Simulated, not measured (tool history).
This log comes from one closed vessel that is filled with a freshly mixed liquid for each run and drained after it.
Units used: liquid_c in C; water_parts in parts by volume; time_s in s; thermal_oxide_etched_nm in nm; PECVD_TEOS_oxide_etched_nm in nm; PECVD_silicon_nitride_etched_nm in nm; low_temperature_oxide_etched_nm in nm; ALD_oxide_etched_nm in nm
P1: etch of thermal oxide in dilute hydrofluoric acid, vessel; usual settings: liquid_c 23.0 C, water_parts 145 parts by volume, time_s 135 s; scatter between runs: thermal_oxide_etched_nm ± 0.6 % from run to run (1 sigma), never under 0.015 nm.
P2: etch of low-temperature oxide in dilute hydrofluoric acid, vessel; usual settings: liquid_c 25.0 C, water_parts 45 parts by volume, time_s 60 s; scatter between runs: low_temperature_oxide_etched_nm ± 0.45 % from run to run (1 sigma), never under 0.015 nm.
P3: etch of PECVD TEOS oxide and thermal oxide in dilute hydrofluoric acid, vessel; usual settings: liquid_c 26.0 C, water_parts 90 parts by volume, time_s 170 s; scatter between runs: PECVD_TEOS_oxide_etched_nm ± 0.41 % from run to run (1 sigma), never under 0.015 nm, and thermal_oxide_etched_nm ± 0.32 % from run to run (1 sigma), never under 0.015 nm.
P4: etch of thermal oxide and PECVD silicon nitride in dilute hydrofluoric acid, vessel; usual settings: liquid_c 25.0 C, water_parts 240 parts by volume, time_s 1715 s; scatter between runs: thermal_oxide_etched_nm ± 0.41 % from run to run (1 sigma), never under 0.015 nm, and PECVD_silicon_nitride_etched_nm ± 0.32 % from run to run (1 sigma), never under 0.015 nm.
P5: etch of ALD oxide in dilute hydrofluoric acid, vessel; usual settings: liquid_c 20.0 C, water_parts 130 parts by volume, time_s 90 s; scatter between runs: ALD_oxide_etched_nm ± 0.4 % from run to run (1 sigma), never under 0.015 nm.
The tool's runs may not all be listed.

| run | hour | process | liquid_c | water_parts | time_s | hours since the thermometer was replaced | hours since the hydrofluoric acid flow meter was replaced | thermal_oxide_etched_nm | PECVD_TEOS_oxide_etched_nm | PECVD_silicon_nitride_etched_nm | low_temperature_oxide_etched_nm | ALD_oxide_etched_nm |
|---|---|---|---|---|---|---|---|---|---|---|---|---|
| 1 | 3.5 | P1 | 23.0 | 145 | 135 | 519.4 | 1086.1 | 4.16670 |  |  |  |  |
| 2 | 7.1 | P3 | 26.0 | 90 | 170 | 523.0 | 1089.7 | 9.49570 | 49.5690 |  |  |  |
| 3 | 10.8 | P1 | 23.0 | 145 | 240 | 526.7 | 1093.4 | 7.43680 |  |  |  |  |
| 4 | 15.3 | P1 | 17.0 | 145 | 135 | 531.2 | 1097.9 | 3.29010 |  |  |  |  |
| 5 | 19.8 | P1 | 23.0 | 145 | 135 | 535.7 | 1102.4 | 4.16850 |  |  |  |  |
| 6 | 23.8 | P4 | 25.0 | 355 | 1715 | 539.7 | 1106.4 | 17.83000 |  | 8.6862 |  |  |
| 7 | 27.1 | P2 | 25.0 | 75 | 60 | 543.0 | 1109.7 |  |  |  | 12.592 |  |
| 8 | 29.5 | P2 | 25.0 | 45 | 60 | 545.4 | 1112.1 |  |  |  | 21.798 |  |
| 9 | 32.1 | P2 | 18.0 | 45 | 60 | 548.0 | 1114.7 |  |  |  | 16.292 |  |
| 10 | 36.2 | P3 | 26.0 | 90 | 170 | 552.1 | 1118.8 | 9.47150 | 49.7440 |  |  |  |
| 11 | 40.8 | P3 | 26.0 | 125 | 170 | 556.7 | 1123.4 | 6.53930 | 34.1330 |  |  |  |
| 12 | 44.2 | P3 | 34.0 | 90 | 170 | 560.1 | 1126.8 | 12.96600 | 66.7890 |  |  |  |
| 13 | 48.5 | P4 | 25.0 | 240 | 165 | 564.4 | 1131.1 | 2.87470 |  | 1.2361 |  |  |
| 14 | 52.6 | P1 | 23.0 | 235 | 135 | 568.5 | 1135.2 | 2.31710 |  |  |  |  |
| 15 | 55.4 | P1 | 30.5 | 205 | 135 | 571.3 | 1138.0 | 3.66830 |  |  |  |  |
| 16 | 59.9 | P2 | 25.0 | 45 | 60 | 575.8 | 1142.5 |  |  |  | 21.952 |  |
| 17 | 64.3 | P1 | 23.0 | 145 | 30 | 580.2 | 1146.9 | 0.93651 |  |  |  |  |
| 18 | 66.6 | P1 | 23.0 | 190 | 40 | 582.5 | 1149.2 | 0.91115 |  |  |  |  |
| 19 | 69.3 | P5 | 20.0 | 130 | 90 | 585.2 | 1151.9 |  |  |  |  | 5.6823 |
| 20 | 72.0 | P1 | 23.0 | 145 | 135 | 587.9 | 1154.6 | 4.19790 |  |  |  |  |
| 21 | 76.4 | P1 | 23.0 | 50 | 135 | 592.3 | 1159.0 | 13.67500 |  |  |  |  |
| 22 | 78.5 | P1 | 23.0 | 205 | 215 | 594.4 | 1161.1 | 4.38280 |  |  |  |  |
| 23 | 81.1 | P1 | 23.0 | 145 | 135 | 597.0 | 1163.7 | 4.18670 |  |  |  |  |
| 24 | 85.3 | P5 | 28.5 | 130 | 90 | 601.2 | 1167.9 |  |  |  |  | 7.9454 |
| 25 | 89.2 | P3 | 26.0 | 90 | 30 | 605.1 | 1171.8 | 1.69360 | 8.7198 |  |  |  |
| 26 | 93.7 | P1 | 28.0 | 145 | 135 | 609.6 | 1176.3 | 5.02350 |  |  |  |  |
| 27 | 97.4 | P5 | 20.0 | 25 | 90 | 613.3 | 1180.0 |  |  |  |  | 33.3310 |
| 28 | 99.7 | P2 | 25.0 | 45 | 95 | 615.6 | 1182.3 |  |  |  | 34.225 |  |
| 29 | 102.2 | P5 | 20.0 | 130 | 175 | 618.1 | 1184.8 |  |  |  |  | 11.1530 |
| 30 | 106.0 | P4 | 30.0 | 240 | 1715 | 621.9 | 1188.6 | 34.89100 |  | 17.3130 |  |  |
| 31 | 109.8 | P4 | 25.0 | 240 | 1715 | 625.7 | 1192.4 | 29.59100 |  | 12.8790 |  |  |
| 32 | 112.9 | P1 | 23.0 | 145 | 135 | 628.8 | 1195.5 | 4.17270 |  |  |  |  |
| 33 | 117.1 | P1 | 23.0 | 145 | 135 | 633.0 | 1199.7 | 4.21540 |  |  |  |  |
| 34 | 120.2 | P1 | 23.0 | 145 | 135 | 636.1 | 1202.8 | 4.29130 |  |  |  |  |
| 35 | 122.6 | P1 | 23.0 | 145 | 135 | 638.5 | 1205.2 | 4.32880 |  |  |  |  |
| 36 | 126.5 | P1 | 23.0 | 145 | 135 | 642.4 | 1209.1 | 4.34290 |  |  |  |  |
| 37 | 129.3 | P1 | 23.0 | 145 | 135 | 645.2 | 1211.9 | 4.44560 |  |  |  |  |
| 38 | 132.2 | P1 | 23.0 | 145 | 135 | 648.1 | 1214.8 | 4.44540 |  |  |  |  |
| 39 | 134.6 | P1 | 23.0 | 145 | 135 | 650.5 | 1217.2 | 4.42490 |  |  |  |  |
| 40 | 138.3 | P1 | 23.0 | 145 | 135 | 654.2 | 1220.9 | 4.45150 |  |  |  |  |
| 41 | 142.5 | P1 | 23.0 | 145 | 135 | 658.4 | 1225.1 | 4.46500 |  |  |  |  |
| 42 | 144.5 | P1 | 23.0 | 145 | 135 | 660.4 | 1227.1 | 4.49950 |  |  |  |  |
| 43 | 147.4 | P1 | 23.0 | 145 | 135 | 663.3 | 1230.0 | 4.44170 |  |  |  |  |

The log shows P1 creeping away from where it was. Any of the 2 causes listed here, at the size stated for it, fits the log just as well as the others:
A: hydrofluoric acid flow above the setpoint (%) = 5.87
B: liquid hotter than its thermometer reads (K) = 1.72
At approximately hour 117.1, the process output began to creep.

Below are 4 check runs, each on a single wafer, with their results shown as question marks. Which of them would tell the listed causes apart, meaning the causes would give clearly different results under it?
| check 1 | 150.3 | P4 | 25.0 | 355 | 1715 |  |  | ? |  | ? |  |  |
| check 2 | 150.3 | P5 | 24.5 | 90 | 90 |  |  |  |  |  |  | ? |
| check 3 | 150.3 | P2 | 25.0 | 65 | 90 |  |  |  |  |  | ? |  |
| check 4 | 150.3 | P3 | 31.5 | 90 | 75 |  |  | ? | ? |  |  |  |

Expected result of each check under each candidate cause:
| check | result | if A | if B |
|---|---|---|---|
| check 1 | thermal_oxide_etched_nm | 19.23600 | 18.86800 |
| check 1 | PECVD_silicon_nitride_etched_nm | 9.1918 | 9.6078 |
| check 2 | ALD_oxide_etched_nm | 10.9780 | 11.0270 |
| check 3 | low_temperature_oxide_etched_nm | 23.467 | 23.635 |
| check 4 | thermal_oxide_etched_nm | 5.53090 | 5.52630 |
| check 4 | PECVD_TEOS_oxide_etched_nm | 28.7360 | 28.7130 |
Per-check spread between the two closest causes, in the result where they differ most: check 1 4.43 %; check 2 0.45 %; check 3 0.71 %; check 4 0.08 %
Check 1 distinguishes between the causes, while the remaining checks would return nearly the same result for all of them.

Check 1 has now been run. It gave: thermal_oxide_etched_nm 18.72100 nm; PECVD_silicon_nitride_etched_nm 9.5689 nm. Which of the candidate causes is it?

It is B: liquid hotter than its thermometer reads (K).
